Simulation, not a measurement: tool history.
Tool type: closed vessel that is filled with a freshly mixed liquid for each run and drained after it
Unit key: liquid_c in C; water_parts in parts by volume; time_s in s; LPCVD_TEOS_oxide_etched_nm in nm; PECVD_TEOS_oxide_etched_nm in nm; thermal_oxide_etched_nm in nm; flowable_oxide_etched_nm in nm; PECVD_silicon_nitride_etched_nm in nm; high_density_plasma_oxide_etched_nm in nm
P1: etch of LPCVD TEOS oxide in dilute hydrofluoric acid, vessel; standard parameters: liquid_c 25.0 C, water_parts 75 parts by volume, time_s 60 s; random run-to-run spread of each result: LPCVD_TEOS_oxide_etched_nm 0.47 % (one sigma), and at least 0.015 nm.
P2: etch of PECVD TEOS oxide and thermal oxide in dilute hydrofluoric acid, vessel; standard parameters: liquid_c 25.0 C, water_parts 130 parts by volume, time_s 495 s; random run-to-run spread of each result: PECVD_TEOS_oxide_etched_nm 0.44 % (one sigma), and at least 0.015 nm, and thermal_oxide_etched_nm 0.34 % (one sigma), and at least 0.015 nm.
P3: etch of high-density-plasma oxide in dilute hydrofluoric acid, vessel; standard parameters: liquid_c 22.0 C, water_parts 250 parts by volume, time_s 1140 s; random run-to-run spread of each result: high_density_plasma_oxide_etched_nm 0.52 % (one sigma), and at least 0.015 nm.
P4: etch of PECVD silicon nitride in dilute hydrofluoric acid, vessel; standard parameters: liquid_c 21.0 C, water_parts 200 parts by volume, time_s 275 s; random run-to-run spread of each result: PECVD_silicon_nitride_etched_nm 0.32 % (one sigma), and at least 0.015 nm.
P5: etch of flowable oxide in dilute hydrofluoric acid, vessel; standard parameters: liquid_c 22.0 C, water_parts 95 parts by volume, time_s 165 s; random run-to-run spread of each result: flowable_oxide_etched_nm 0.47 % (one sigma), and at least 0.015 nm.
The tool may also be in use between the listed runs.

| run | hour | process | liquid_c | water_parts | time_s | LPCVD_TEOS_oxide_etched_nm | PECVD_TEOS_oxide_etched_nm | thermal_oxide_etched_nm | flowable_oxide_etched_nm | PECVD_silicon_nitride_etched_nm | high_density_plasma_oxide_etched_nm |
|---|---|---|---|---|---|---|---|---|---|---|---|
| 1 | 5.7 | P1 | 25.0 | 75 | 60 | 31.595 |  |  |  |  |  |
| 2 | 11.2 | P2 | 25.0 | 130 | 495 |  | 55.386 | 18.4060 |  |  |  |
| 3 | 17.0 | P1 | 18.0 | 75 | 60 | 23.803 |  |  |  |  |  |
| 4 | 24.1 | P5 | 22.0 | 30 | 165 |  |  |  | 111.570 |  |  |
| 5 | 29.9 | P4 | 21.0 | 200 | 275 |  |  |  |  | 6.3666 |  |
| 6 | 37.4 | P1 | 25.0 | 75 | 60 | 31.596 |  |  |  |  |  |
| 7 | 41.8 | P1 | 25.0 | 75 | 60 | 31.821 |  |  |  |  |  |
| 8 | 48.4 | P1 | 25.0 | 75 | 60 | 31.835 |  |  |  |  |  |
| 9 | 53.4 | P5 | 22.0 | 95 | 70 |  |  |  | 13.855 |  |  |
| 10 | 57.2 | P1 | 25.0 | 75 | 60 | 31.733 |  |  |  |  |  |
| 11 | 63.2 | P4 | 21.0 | 115 | 275 |  |  |  |  | 10.9490 |  |
| 12 | 70.5 | P2 | 25.0 | 130 | 190 |  | 21.042 | 7.0392 |  |  |  |
| 13 | 75.8 | P5 | 17.0 | 95 | 165 |  |  |  | 26.596 |  |  |
| 14 | 79.6 | P3 | 22.0 | 250 | 1140 |  |  |  |  |  | 32.556 |
| 15 | 85.9 | P4 | 21.0 | 200 | 545 |  |  |  |  | 12.6060 |  |
| 16 | 89.8 | P3 | 22.0 | 250 | 2175 |  |  |  |  |  | 62.642 |
| 17 | 95.9 | P1 | 25.0 | 75 | 110 | 58.151 |  |  |  |  |  |
| 18 | 103.1 | P2 | 17.5 | 130 | 495 |  | 41.010 | 13.6240 |  |  |  |
| 19 | 110.3 | P3 | 22.0 | 250 | 1140 |  |  |  |  |  | 32.978 |
| 20 | 113.6 | P2 | 25.0 | 30 | 495 |  | 272.660 | 90.2620 |  |  |  |
| 21 | 119.6 | P4 | 21.0 | 200 | 275 |  |  |  |  | 6.3611 |  |
| 22 | 125.1 | P2 | 25.0 | 130 | 495 |  | 55.625 | 18.3410 |  |  |  |
| 23 | 128.6 | P4 | 28.0 | 200 | 275 |  |  |  |  | 9.8516 |  |
| 24 | 135.1 | P1 | 32.0 | 75 | 30 | 20.754 |  |  |  |  |  |
| 25 | 141.8 | P3 | 17.0 | 250 | 1140 |  |  |  |  |  | 27.401 |

Estimate the outcome of run 26 from the log above:
| 26 | 148.8 | P1 | 25.0 | 110 | 60 | ? |  |  |  |  |  |

LPCVD_TEOS_oxide_etched_nm: 20.636 nm
